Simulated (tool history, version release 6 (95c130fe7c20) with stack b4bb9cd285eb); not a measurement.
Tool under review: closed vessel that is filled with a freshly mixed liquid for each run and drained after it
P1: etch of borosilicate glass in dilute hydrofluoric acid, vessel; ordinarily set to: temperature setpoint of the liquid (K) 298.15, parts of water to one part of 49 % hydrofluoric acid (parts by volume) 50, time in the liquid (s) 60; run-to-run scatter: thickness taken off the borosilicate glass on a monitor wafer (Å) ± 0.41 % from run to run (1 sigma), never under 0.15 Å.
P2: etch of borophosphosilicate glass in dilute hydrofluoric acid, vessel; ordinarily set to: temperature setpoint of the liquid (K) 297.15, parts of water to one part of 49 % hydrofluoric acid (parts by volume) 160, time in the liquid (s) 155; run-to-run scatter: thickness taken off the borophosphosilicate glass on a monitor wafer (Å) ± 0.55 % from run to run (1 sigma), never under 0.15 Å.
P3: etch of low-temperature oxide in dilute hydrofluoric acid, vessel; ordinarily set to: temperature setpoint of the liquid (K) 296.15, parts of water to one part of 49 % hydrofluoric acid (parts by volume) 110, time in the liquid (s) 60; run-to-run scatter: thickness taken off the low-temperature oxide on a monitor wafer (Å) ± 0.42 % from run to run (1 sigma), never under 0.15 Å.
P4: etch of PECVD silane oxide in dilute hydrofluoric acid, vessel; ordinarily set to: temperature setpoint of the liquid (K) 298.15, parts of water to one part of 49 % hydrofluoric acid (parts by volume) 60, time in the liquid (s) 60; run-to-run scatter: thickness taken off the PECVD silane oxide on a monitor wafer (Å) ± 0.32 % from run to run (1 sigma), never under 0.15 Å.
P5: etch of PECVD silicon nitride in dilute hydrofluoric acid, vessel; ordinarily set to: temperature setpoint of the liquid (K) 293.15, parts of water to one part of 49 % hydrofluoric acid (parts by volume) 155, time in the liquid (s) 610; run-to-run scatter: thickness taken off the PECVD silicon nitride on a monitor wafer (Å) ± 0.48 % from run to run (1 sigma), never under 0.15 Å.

| run | hour | process that ran | temperature setpoint of the liquid (K) | parts of water to one part of 49 % hydrofluoric acid (parts by volume) | time in the liquid (s) | thickness taken off the borosilicate glass on a monitor wafer (Å) | thickness taken off the borophosphosilicate glass on a monitor wafer (Å) | thickness taken off the PECVD silicon nitride on a monitor wafer (Å) | thickness taken off the low-temperature oxide on a monitor wafer (Å) | thickness taken off the PECVD silane oxide on a monitor wafer (Å) |
|---|---|---|---|---|---|---|---|---|---|---|
| 1 | 2.6 | P1 | 298.15 | 50 | 60 | 295.68 |  |  |  |  |
| 2 | 5.8 | P2 | 297.15 | 160 | 65 |  | 183.68 |  |  |  |
| 3 | 10.8 | P1 | 298.15 | 20 | 60 | 768.42 |  |  |  |  |
| 4 | 15.9 | P1 | 298.15 | 25 | 30 | 306.11 |  |  |  |  |
| 5 | 19.9 | P5 | 293.15 | 245 | 610 |  |  | 48.807 |  |  |
| 6 | 23.1 | P3 | 296.15 | 35 | 60 |  |  |  | 338.750 |  |
| 7 | 28.6 | P3 | 291.65 | 110 | 60 |  |  |  | 83.062 |  |
| 8 | 31.1 | P4 | 298.15 | 60 | 30 |  |  |  |  | 272.01 |
| 9 | 36.2 | P3 | 296.15 | 110 | 90 |  |  |  | 147.680 |  |
| 10 | 41.5 | P3 | 296.15 | 110 | 60 |  |  |  | 99.518 |  |
| 11 | 44.4 | P1 | 298.15 | 50 | 30 | 147.58 |  |  |  |  |
| 12 | 49.9 | P1 | 298.15 | 50 | 60 | 298.08 |  |  |  |  |
| 13 | 53.9 | P1 | 298.15 | 75 | 60 | 190.79 |  |  |  |  |
| 14 | 58.8 | P2 | 297.15 | 65 | 155 |  | 1203.00 |  |  |  |
| 15 | 63.9 | P1 | 298.15 | 50 | 60 | 296.79 |  |  |  |  |
| 16 | 69.5 | P1 | 302.15 | 50 | 60 | 346.51 |  |  |  |  |
| 17 | 72.1 | P5 | 300.15 | 155 | 610 |  |  | 117.500 |  |  |
| 18 | 74.9 | P1 | 298.15 | 50 | 60 | 295.35 |  |  |  |  |
| 19 | 79.3 | P1 | 298.15 | 50 | 60 | 296.34 |  |  |  |  |
| 20 | 82.5 | P1 | 298.15 | 50 | 60 | 294.58 |  |  |  |  |
| 21 | 86.3 | P4 | 298.15 | 60 | 60 |  |  |  |  | 545.04 |
| 22 | 90.6 | P4 | 298.15 | 95 | 60 |  |  |  |  | 329.51 |
| 23 | 93.4 | P4 | 292.65 | 60 | 60 |  |  |  |  | 435.79 |
| 24 | 96.5 | P1 | 291.15 | 50 | 60 | 222.57 |  |  |  |  |
| 25 | 100.8 | P1 | 298.15 | 50 | 120 | 593.09 |  |  |  |  |
| 26 | 104.9 | P2 | 300.65 | 160 | 155 |  | 500.11 |  |  |  |
| 27 | 109.8 | P5 | 293.15 | 155 | 235 |  |  | 29.205 |  |  |
| 28 | 113.8 | P5 | 293.15 | 155 | 610 |  |  | 75.837 |  |  |
| 29 | 119.0 | P1 | 298.15 | 50 | 60 | 295.99 |  |  |  |  |
| 30 | 122.6 | P2 | 297.15 | 160 | 155 |  | 432.48 |  |  |  |
| 31 | 127.6 | P1 | 298.15 | 50 | 60 | 294.53 |  |  |  |  |
| 32 | 131.3 | P1 | 298.15 | 50 | 60 | 284.79 |  |  |  |  |
| 33 | 135.4 | P1 | 298.15 | 50 | 60 | 278.43 |  |  |  |  |
| 34 | 139.7 | P1 | 298.15 | 50 | 60 | 275.80 |  |  |  |  |
| 35 | 143.9 | P1 | 298.15 | 50 | 60 | 274.47 |  |  |  |  |
| 36 | 146.5 | P1 | 298.15 | 50 | 60 | 272.56 |  |  |  |  |
| 37 | 151.8 | P1 | 298.15 | 50 | 60 | 272.74 |  |  |  |  |

The log shows P1 creeping away from where it was. Any of the 2 causes listed here, at the size stated for it, fits the log just as well as the others:
A: hydrofluoric acid flow below the setpoint (%) = 7.09
B: liquid colder than its thermometer reads (K) = 1.92
Creep in the process output first set in at about hour 127.6.

Of the 4 check runs listed below, each run on one wafer and each result written as a question mark, which would let you distinguish the listed causes because they would give clearly different results?
| check 1 | 157.1 | P2 | 297.15 | 160 | 155 |  | ? |  |  |  |
| check 2 | 157.1 | P5 | 293.15 | 155 | 610 |  |  | ? |  |  |
| check 3 | 157.1 | P4 | 298.15 | 60 | 60 |  |  |  |  | ? |
| check 4 | 157.1 | P3 | 296.15 | 110 | 60 |  |  |  | ? |  |

Predicted outcomes, by check and by cause:
| check | result | if A | if B |
|---|---|---|---|
| check 1 | thickness taken off the borophosphosilicate glass on a monitor wafer (Å) | 399.80 | 405.27 |
| check 2 | thickness taken off the PECVD silicon nitride on a monitor wafer (Å) | 70.206 | 66.282 |
| check 3 | thickness taken off the PECVD silane oxide on a monitor wafer (Å) | 503.56 | 504.22 |
| check 4 | thickness taken off the low-temperature oxide on a monitor wafer (Å) | 90.961 | 91.550 |
Minimum pairwise separation of causes per check, each pair taken at its best-separating result: check 1 1.36 %; check 2 5.75 %; check 3 0.13 %; check 4 0.65 %
Only in check 2 would the causes give clearly different results; in the remaining checks their results would be nearly the same.

The results of check 2 are: thickness taken off the PECVD silicon nitride on a monitor wafer (Å) 66.397. Based on these, which of the listed causes is it?

The cause is B: liquid colder than its thermometer reads (K).
